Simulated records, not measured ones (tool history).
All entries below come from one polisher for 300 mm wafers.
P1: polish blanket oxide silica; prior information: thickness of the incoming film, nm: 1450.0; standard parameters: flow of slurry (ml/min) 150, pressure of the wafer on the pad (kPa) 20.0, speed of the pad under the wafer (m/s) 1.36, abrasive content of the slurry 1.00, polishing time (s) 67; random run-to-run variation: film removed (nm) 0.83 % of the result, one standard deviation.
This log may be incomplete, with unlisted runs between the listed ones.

run,hour,flow of slurry (ml/min),pressure of the wafer on the pad (kPa),speed of the pad under the wafer (m/s),abrasive content of the slurry,polishing time (s),wafers polished on this pad,hours since the slurry nozzle was cleaned,hours since the head pressure was calibrated,hours since the slurry blender was calibrated,hours since the conditioning disc was replaced,film removed (nm)
1,7.1,150,20.0,1.36,1.00,67,188,208.8,325.0,97.3,190.4,161.000
2,11.9,150,20.0,1.36,0.55,67,250,213.6,329.8,102.1,195.2,117.690
3,19.7,150,20.0,1.36,1.00,67,350,221.4,337.6,109.9,203.0,162.670
4,28.2,150,20.0,1.36,1.00,67,460,229.9,346.1,118.4,211.5,164.140
5,32.8,150,20.0,1.36,1.00,67,519,234.5,350.7,123.0,216.1,157.800
6,37.3,150,20.0,1.36,1.00,67,577,239.0,355.2,127.5,220.6,160.020
7,44.9,150,12.4,1.36,1.00,67,674,246.6,362.8,135.1,228.2,98.893
8,50.7,150,20.0,1.36,1.00,67,749,252.4,368.6,140.9,234.0,161.610
# hour 51.4: worn pad replaced by a new one
9,54.9,150,31.7,1.36,1.00,67,46,256.6,372.8,145.1,238.2,250.940
10,59.5,150,20.0,1.36,1.45,67,105,261.2,377.4,149.7,242.8,187.130
11,66.3,150,20.0,0.64,1.00,67,192,268.0,384.2,156.5,249.6,87.627
12,70.6,150,20.0,1.36,1.00,39,248,272.3,388.5,160.8,253.9,92.235
13,74.5,150,20.0,1.36,1.00,67,298,276.2,392.4,164.7,257.8,161.040
14,78.3,200,20.0,1.36,1.00,67,347,280.0,396.2,168.5,261.6,169.100
15,83.9,150,20.0,1.86,1.00,67,419,285.6,401.8,174.1,267.2,206.820
16,88.0,90,20.0,1.36,1.00,67,471,289.7,405.9,178.2,271.3,143.920
# hour 94.1: conditioning disc replaced and pad reconditioned
17,96.1,90,30.3,1.36,1.00,67,576,297.8,414.0,186.3,2.1,216.280
18,100.6,150,20.0,1.36,1.00,100,633,302.3,418.5,190.8,6.6,235.620
19,109.0,150,20.0,1.36,1.00,67,741,310.7,426.9,199.2,15.0,158.630
20,114.4,150,20.0,1.36,1.00,67,811,316.1,432.3,204.6,20.4,153.910
21,118.3,150,20.0,1.36,1.00,67,861,320.0,436.2,208.5,24.3,153.360
22,123.7,150,20.0,1.36,1.00,67,931,325.4,441.6,213.9,29.7,149.690
# hour 130.8: conditioning disc replaced and pad reconditioned
23,131.1,150,20.0,1.36,1.00,67,1026,332.8,449.0,221.3,0.3,147.050
24,135.4,150,20.0,1.36,1.00,67,1081,337.1,453.3,225.6,4.6,146.550
25,142.0,150,20.0,1.36,1.00,67,1166,343.7,459.9,232.2,11.2,146.080
# hour 143.9: worn pad replaced by a new one
26,147.2,150,20.0,1.36,1.00,67,42,348.9,465.1,237.4,16.4,145.440
27,154.6,150,20.0,1.36,1.00,67,137,356.3,472.5,244.8,23.8,143.290
28,159.7,150,20.0,1.36,1.00,67,203,361.4,477.6,249.9,28.9,145.200

Predict the results of run 29:
29,166.9,150,20.0,1.36,1.00,67,296,368.6,484.8,257.1,36.1,?

film removed (nm): 142.490
